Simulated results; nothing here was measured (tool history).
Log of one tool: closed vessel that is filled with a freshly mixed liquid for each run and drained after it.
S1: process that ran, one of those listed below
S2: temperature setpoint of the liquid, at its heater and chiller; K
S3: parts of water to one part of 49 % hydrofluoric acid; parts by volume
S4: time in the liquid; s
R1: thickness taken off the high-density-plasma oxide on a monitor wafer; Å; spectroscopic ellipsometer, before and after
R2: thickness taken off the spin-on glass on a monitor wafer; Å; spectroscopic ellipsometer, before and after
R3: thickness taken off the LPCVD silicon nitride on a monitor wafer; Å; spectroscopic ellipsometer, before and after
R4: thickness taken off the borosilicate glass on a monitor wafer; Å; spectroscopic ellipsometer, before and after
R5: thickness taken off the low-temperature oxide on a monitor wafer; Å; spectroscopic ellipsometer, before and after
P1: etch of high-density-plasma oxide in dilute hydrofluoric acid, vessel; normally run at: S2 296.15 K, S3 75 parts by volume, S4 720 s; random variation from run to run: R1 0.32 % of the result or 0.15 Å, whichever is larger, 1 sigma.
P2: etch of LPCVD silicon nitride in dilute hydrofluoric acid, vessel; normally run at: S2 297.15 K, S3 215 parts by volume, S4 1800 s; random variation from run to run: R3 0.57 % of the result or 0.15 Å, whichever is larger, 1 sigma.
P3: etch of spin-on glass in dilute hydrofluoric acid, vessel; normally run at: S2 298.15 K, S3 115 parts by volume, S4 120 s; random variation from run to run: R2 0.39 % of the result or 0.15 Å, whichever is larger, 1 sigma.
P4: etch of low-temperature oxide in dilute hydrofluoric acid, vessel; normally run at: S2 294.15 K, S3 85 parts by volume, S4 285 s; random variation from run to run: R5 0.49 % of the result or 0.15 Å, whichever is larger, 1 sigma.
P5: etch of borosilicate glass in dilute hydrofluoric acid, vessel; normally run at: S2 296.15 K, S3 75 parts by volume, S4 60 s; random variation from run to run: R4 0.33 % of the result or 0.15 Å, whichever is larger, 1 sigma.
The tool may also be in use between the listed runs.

run,day,S1,S2,S3,S4,R1,R2,R3,R4,R5
1,0.483,P1,296.15,75,720,560.94,,,,
2,1.129,P3,291.65,115,120,,178.22,,,
3,1.562,P3,298.15,115,220,,426.15,,,
4,2.138,P2,297.15,40,1800,,,245.050,,
5,2.812,P5,304.15,75,60,,,,580.69,
6,3.492,P3,298.15,20,120,,1517.50,,,
7,4.158,P4,294.15,115,285,,,,,284.24
8,4.629,P2,305.15,215,1800,,,75.757,,
9,5.338,P1,296.15,75,720,562.39,,,,
10,5.938,P1,296.15,130,720,302.25,,,,
11,6.650,P1,296.15,75,720,560.33,,,,
12,7.192,P1,296.15,30,720,1484.80,,,,
13,7.833,P3,298.15,115,120,,232.17,,,
14,8.283,P4,294.15,85,525,,,,,730.77
15,8.612,P1,296.15,75,720,561.02,,,,
16,9.050,P1,296.15,75,1295,1007.70,,,,
17,9.562,P5,296.15,75,60,,,,425.29,
18,10.292,P1,303.65,20,720,3087.70,,,,
19,10.617,P5,296.15,30,60,,,,1125.40,
20,11.071,P4,294.15,85,285,,,,,393.61
21,11.496,P1,296.15,75,205,159.52,,,,
22,11.996,P5,296.15,75,110,,,,780.64,
23,12.683,P4,290.15,85,285,,,,,334.40
24,13.250,P2,297.15,215,1800,,,47.428,,
25,13.708,P3,298.15,115,120,,231.17,,,
26,14.262,P4,294.15,85,285,,,,,392.93
27,14.875,P2,297.15,215,155,,,3.991,,
28,15.267,P1,300.65,75,720,670.15,,,,
29,15.683,P1,302.15,20,720,2903.50,,,,
30,16.058,P1,290.65,75,720,445.52,,,,
31,16.575,P1,296.15,75,720,559.67,,,,
32,17.133,P1,296.15,75,720,548.71,,,,
33,17.588,P1,296.15,75,720,540.21,,,,
34,17.988,P1,296.15,75,720,536.79,,,,
35,18.638,P1,296.15,75,720,531.98,,,,
36,19.021,P1,296.15,75,720,528.31,,,,
37,19.433,P1,296.15,75,720,526.71,,,,
38,19.808,P1,296.15,75,720,523.95,,,,
39,20.450,P1,296.15,75,720,527.08,,,,

Run 40 comes next. What will it give?
40,21.083,P1,296.15,75,720,?,,,,

{"run 40": {"R1": 526.31}}
